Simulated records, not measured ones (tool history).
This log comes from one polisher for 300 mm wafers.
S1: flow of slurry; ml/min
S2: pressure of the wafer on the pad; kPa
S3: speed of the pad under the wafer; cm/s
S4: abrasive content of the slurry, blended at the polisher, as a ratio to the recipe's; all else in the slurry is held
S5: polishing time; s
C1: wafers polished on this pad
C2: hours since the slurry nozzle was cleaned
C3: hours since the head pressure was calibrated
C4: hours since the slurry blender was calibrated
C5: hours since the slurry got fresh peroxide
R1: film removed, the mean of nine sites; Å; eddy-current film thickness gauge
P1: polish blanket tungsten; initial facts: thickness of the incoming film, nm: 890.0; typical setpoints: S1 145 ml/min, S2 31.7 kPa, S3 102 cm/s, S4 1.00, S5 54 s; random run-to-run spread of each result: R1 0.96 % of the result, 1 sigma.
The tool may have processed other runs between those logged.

run    day   S1    S2   S3    S4  S5    C1     C2     C3     C4     C5      R1
  1  0.229  145  31.7  102  1.00  54   412  364.4  218.6   90.8   27.6  3306.0
  2  0.467  145  31.7  148  1.00  54   449  370.1  224.3   96.5   33.3  4845.7
  3  0.604  145  31.7  132  1.00  26   470  373.4  227.6   99.8   36.6  2078.2
  4  0.792  105  31.7  102  1.00  33   499  377.9  232.1  104.3   41.1  1901.8
  5  0.946  145  31.7  102  0.70  54   523  381.6  235.8  108.0   44.8  3056.6
  6  1.217  145  31.7  102  1.00  54   565  388.1  242.3  114.5   51.3  3323.9
  7  1.450  145  31.7  102  1.00  54   601  393.7  247.9  120.1   56.9  3277.0
  8  1.621  145  17.2  102  1.00  54   628  397.8  252.0  124.2   61.0  1823.4
  9  1.825   85  31.7  102  1.00  54   659  402.7  256.9  129.1   65.9  2969.9
 10  2.079  220  31.7  102  1.00  54   699  408.8  263.0  135.2   72.0  3473.4
 11  2.238  145  31.7  102  1.00  27   723  412.6  266.8  139.0   75.8  1663.5
     2.242  -- slurry blender recalibrated
 12  2.367  145  50.3  102  1.00  54   743  415.7  269.9    3.1   78.9  5278.5
 13  2.558  145  31.7  102  1.25  54   773  420.3  274.5    7.7   83.5  3509.9
 14  2.704  145  31.7   46  1.00  54   796  423.8  278.0   11.2   87.0  1492.5
 15  2.925  145  31.7  102  1.00  54   830  429.1  283.3   16.5   92.3  3310.9
 16  3.096  200  31.7  102  0.80  54   856  433.2  287.4   20.6   96.4  3276.6
 17  3.346  145  31.7  102  1.00  54   895  439.2  293.4   26.6  102.4  3335.2
 18  3.512  145  31.7  102  1.00  69   921  443.2  297.4   30.6  106.4  4342.5
 19  3.779  145  31.7  102  1.00  54   962  449.6  303.8   37.0  112.8  3333.1
 20  3.938  145  31.7  102  1.00  54   987  453.4  307.6   40.8  116.6  3306.7
 21  4.150  145  31.7  102  1.00  54  1020  458.5  312.7   45.9  121.7  3229.7
 22  4.425  145  31.7  102  1.00  54  1062  465.1  319.3   52.5  128.3  3110.1
 23  4.696  145  31.7  102  1.00  54  1104  471.6  325.8   59.0  134.8  3093.0
     4.817  -- slurry tank refilled with fresh slurry and peroxide
 24  4.875  145  31.7  102  1.00  54  1132  475.9  330.1   63.3    1.4  3049.4
 25  5.012  145  31.7  102  1.00  54  1154  479.2  333.4   66.6    4.7  3019.0
     5.058  -- worn pad replaced by a new one
 26  5.154  145  31.7  102  1.00  54    15  482.6  336.8   70.0    8.1  3084.3
 27  5.371  145  31.7  102  1.00  54    48  487.8  342.0   75.2   13.3  3047.2
     5.583  -- head pressure recalibrated
 28  5.588  145  31.7  102  1.00  54    82  493.0    0.1   80.4   18.5  3056.6
 29  5.812  145  31.7  102  1.00  54   117  498.4    5.5   85.8   23.9  3039.9
 30  6.012  145  31.7  102  1.00  54   148  503.2   10.3   90.6   28.7  3016.3
 31  6.171  145  31.7  102  1.00  54   172  507.0   14.1   94.4   32.5  3018.6

The output of P1 has drifted from where it used to be. Each of the 2 causes below, taken at the size shown beside it, accounts for the log equally well:
A: abrasive missing from the slurry, % = 33.6
B: slurry flow missing at the pad, % = 35.3
Creep in the process output first set in at about day 3.938.
Other possible causes, and why each is ruled out:
removal rate lost through wear of the pad, %: serviced at day 5.058, after the drift had started, without restoring the earlier output
head's pressure below its setpoint, %: serviced at day 5.583, after the drift had started, without restoring the earlier output
peroxide lost from the slurry, %: serviced at day 4.817, after the drift had started, without restoring the earlier output

Which of the check runs below tells the causes apart, meaning the causes would give it clearly different results? Each run uses 2 wafers whose results are averaged, and each result is shown as a question mark.
check 1  6.329  145  48.3  130  1.00  54                       ?
check 2  6.329   85  31.7  102  0.70  54                       ?
check 3  6.329  145  31.7   52  1.00  54                       ?
check 4  6.329  145  31.7  102  0.80  54                       ?

Outcome of each check run for each possible cause:
  check  result    if A    if B
check 1      R1  5847.7  5846.8
check 2      R1  2464.7  2322.5
check 3      R1  1537.1  1536.9
check 4      R1  2868.0  2861.3
Gap, in per cent, between the two causes that each check separates least, read from the result that separates them most: check 1 0.02 %; check 2 5.94 %; check 3 0.02 %; check 4 0.23 %
Check 2 distinguishes between the causes, while the remaining checks would return nearly the same result for all of them.

Check 2 was carried out, with these results: R1 2474.7 Å. Which of the listed causes is responsible?

Of the candidate causes, it is A: abrasive missing from the slurry, %.
